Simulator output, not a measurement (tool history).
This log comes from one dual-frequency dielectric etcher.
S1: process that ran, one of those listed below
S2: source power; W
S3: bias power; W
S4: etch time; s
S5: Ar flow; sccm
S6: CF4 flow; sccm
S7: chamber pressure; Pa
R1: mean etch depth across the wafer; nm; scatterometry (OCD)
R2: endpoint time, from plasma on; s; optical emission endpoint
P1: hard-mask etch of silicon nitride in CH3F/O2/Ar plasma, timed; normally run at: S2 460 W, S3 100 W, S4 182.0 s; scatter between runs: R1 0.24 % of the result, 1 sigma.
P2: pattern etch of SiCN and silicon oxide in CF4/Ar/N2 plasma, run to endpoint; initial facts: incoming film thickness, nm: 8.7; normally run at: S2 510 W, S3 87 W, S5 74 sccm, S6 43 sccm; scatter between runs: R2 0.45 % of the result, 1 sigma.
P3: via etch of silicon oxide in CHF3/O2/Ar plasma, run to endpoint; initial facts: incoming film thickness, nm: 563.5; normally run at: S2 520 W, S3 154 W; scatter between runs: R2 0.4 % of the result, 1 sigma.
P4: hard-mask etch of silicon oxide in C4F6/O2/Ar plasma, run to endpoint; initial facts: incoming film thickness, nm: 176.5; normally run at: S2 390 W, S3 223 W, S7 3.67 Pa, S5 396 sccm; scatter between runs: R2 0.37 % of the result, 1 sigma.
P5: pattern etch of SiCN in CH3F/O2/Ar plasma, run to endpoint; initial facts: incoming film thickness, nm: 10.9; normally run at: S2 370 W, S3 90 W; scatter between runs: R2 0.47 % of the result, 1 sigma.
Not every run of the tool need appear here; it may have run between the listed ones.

run,hour,S1,S2,S3,S4,S5,S6,S7,R1,R2
1,4.2,P1,460,100,182.0,,,,146.110,
2,11.7,P2,630,87,,74,43,,,7.1889
3,16.0,P1,460,100,271.0,,,,218.080,
4,21.8,P2,510,87,,74,43,,,8.6074
5,27.0,P3,520,154,,,,,,320.0900
6,31.4,P1,460,100,182.0,,,,145.980,
7,39.2,P5,370,120,,,,,,24.5940
8,45.8,P2,510,87,,74,43,,,8.6174
9,52.7,P4,390,223,,396,,4.33,,52.7060
10,60.1,P2,510,51,,74,43,,,10.3680
11,65.6,P1,290,118,182.0,,,,130.830,
12,73.0,P1,460,100,182.0,,,,145.960,
13,77.5,P4,390,150,,396,,3.67,,58.9680
14,83.5,P4,390,223,,396,,3.67,,51.4420
15,87.6,P5,370,90,,,,,,27.8070
16,94.2,P2,510,87,,102,43,,,9.1008
17,97.9,P1,460,100,182.0,,,,145.490,
18,101.4,P1,460,118,103.5,,,,88.137,
19,108.6,P1,660,100,182.0,,,,166.550,
20,114.3,P1,460,100,182.0,,,,145.710,
21,119.3,P4,550,223,,396,,3.67,,45.2800
22,122.9,P2,510,87,,74,35,,,8.8650
23,128.4,P3,520,218,,,,,,282.9800

For run 24, what comes out?
24,135.3,P4,390,223,,304,,3.67,,?

R2: 50.0060 s
